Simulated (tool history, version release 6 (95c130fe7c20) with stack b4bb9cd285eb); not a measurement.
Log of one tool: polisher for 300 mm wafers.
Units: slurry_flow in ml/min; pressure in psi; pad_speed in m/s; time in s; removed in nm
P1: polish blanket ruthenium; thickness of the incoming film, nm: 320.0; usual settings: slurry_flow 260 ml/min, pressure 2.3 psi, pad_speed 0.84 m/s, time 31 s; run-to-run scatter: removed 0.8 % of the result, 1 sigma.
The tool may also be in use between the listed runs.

{"run": 1, "hour": 12.9, "slurry_flow": 260, "pressure": 2.3, "pad_speed": 0.84, "time": 31, "removed": 29.512}
{"run": 2, "hour": 22.8, "slurry_flow": 260, "pressure": 2.3, "pad_speed": 0.84, "time": 31, "removed": 29.523}
{"hour": 37.0, "done": "head pressure recalibrated"}
{"run": 3, "hour": 37.1, "slurry_flow": 260, "pressure": 2.3, "pad_speed": 0.84, "time": 31, "removed": 29.844}
{"run": 4, "hour": 46.8, "slurry_flow": 260, "pressure": 1.1, "pad_speed": 0.84, "time": 31, "removed": 14.185}
{"run": 5, "hour": 58.9, "slurry_flow": 260, "pressure": 2.3, "pad_speed": 0.84, "time": 23, "removed": 21.794}
{"run": 6, "hour": 67.3, "slurry_flow": 260, "pressure": 2.3, "pad_speed": 0.84, "time": 31, "removed": 29.585}
{"run": 7, "hour": 79.1, "slurry_flow": 385, "pressure": 2.3, "pad_speed": 0.84, "time": 31, "removed": 30.607}
{"run": 8, "hour": 90.4, "slurry_flow": 260, "pressure": 2.3, "pad_speed": 0.38, "time": 31, "removed": 13.516}
{"run": 9, "hour": 104.4, "slurry_flow": 260, "pressure": 3.1, "pad_speed": 0.84, "time": 31, "removed": 39.902}
{"run": 10, "hour": 114.8, "slurry_flow": 260, "pressure": 2.3, "pad_speed": 0.84, "time": 40, "removed": 38.231}
{"run": 11, "hour": 125.7, "slurry_flow": 260, "pressure": 1.6, "pad_speed": 1.28, "time": 31, "removed": 31.055}
{"hour": 131.5, "done": "slurry nozzle cleaned"}
{"run": 12, "hour": 132.2, "slurry_flow": 155, "pressure": 2.3, "pad_speed": 0.84, "time": 31, "removed": 27.998}
{"run": 13, "hour": 138.7, "slurry_flow": 260, "pressure": 2.3, "pad_speed": 0.84, "time": 31, "removed": 29.753}
{"run": 14, "hour": 149.1, "slurry_flow": 260, "pressure": 3.3, "pad_speed": 0.84, "time": 17, "removed": 23.401}
{"run": 15, "hour": 163.0, "slurry_flow": 260, "pressure": 2.3, "pad_speed": 1.3, "time": 31, "removed": 46.308}
{"run": 16, "hour": 169.5, "slurry_flow": 260, "pressure": 2.3, "pad_speed": 0.84, "time": 31, "removed": 29.367}
{"run": 17, "hour": 181.7, "slurry_flow": 260, "pressure": 2.3, "pad_speed": 0.84, "time": 31, "removed": 29.888}
{"run": 18, "hour": 195.3, "slurry_flow": 260, "pressure": 2.3, "pad_speed": 0.84, "time": 31, "removed": 30.029}
{"run": 19, "hour": 209.6, "slurry_flow": 260, "pressure": 2.3, "pad_speed": 0.84, "time": 31, "removed": 28.841}
{"run": 20, "hour": 222.5, "slurry_flow": 260, "pressure": 2.3, "pad_speed": 0.84, "time": 31, "removed": 28.726}
{"run": 21, "hour": 231.9, "slurry_flow": 260, "pressure": 2.3, "pad_speed": 0.84, "time": 31, "removed": 28.669}
{"run": 22, "hour": 241.8, "slurry_flow": 260, "pressure": 2.3, "pad_speed": 0.84, "time": 31, "removed": 28.355}
{"run": 23, "hour": 251.6, "slurry_flow": 260, "pressure": 2.3, "pad_speed": 0.84, "time": 31, "removed": 28.244}
{"hour": 256.3, "done": "head pressure recalibrated"}
{"run": 24, "hour": 263.8, "slurry_flow": 260, "pressure": 2.3, "pad_speed": 0.84, "time": 31, "removed": 28.632}
{"run": 25, "hour": 274.6, "slurry_flow": 260, "pressure": 2.3, "pad_speed": 0.84, "time": 31, "removed": 28.148}
{"run": 26, "hour": 287.8, "slurry_flow": 260, "pressure": 2.3, "pad_speed": 0.84, "time": 31, "removed": 28.698}

What P1 gives has crept away from where it was. These 2 causes fit the log equally well, each at the size given:
A: slurry flow missing at the pad, % = 30.8
B: removal rate lost through wear of the pad, % = 4.43
The creep began at about hour 195.3.
Why every other cause is out:
head's pressure below its setpoint, %: serviced at hour 256.3, which brought nothing back

4 check runs are offered, each on 5 wafers whose results are averaged, their results left as question marks. Which one tells the causes apart?
{"run": "check 1", "hour": 301.0, "slurry_flow": 260, "pressure": 1.2, "pad_speed": 0.84, "time": 31, "removed": "?"}
{"run": "check 2", "hour": 301.0, "slurry_flow": 260, "pressure": 1.5, "pad_speed": 0.84, "time": 31, "removed": "?"}
{"run": "check 3", "hour": 301.0, "slurry_flow": 155, "pressure": 3.1, "pad_speed": 0.84, "time": 31, "removed": "?"}
{"run": "check 4", "hour": 301.0, "slurry_flow": 260, "pressure": 1.1, "pad_speed": 0.84, "time": 31, "removed": "?"}

What each check would give under each cause:
check=check_1 result=removed if_A=14.740 if_B=14.742
check=check_2 result=removed if_A=18.425 if_B=18.427
check=check_3 result=removed if_A=34.569 if_B=35.552
check=check_4 result=removed if_A=13.512 if_B=13.513
How far apart the two closest causes lie, in the result that separates them most: check 1 0.01 %; check 2 0.01 %; check 3 2.81 %; check 4 0.01 %
Check 3 tells the causes apart: in the others they would give nearly the same result.

Then check 3 was run and gave: removed 35.286 nm. Which cause is it?

It is B: removal rate lost through wear of the pad, %.
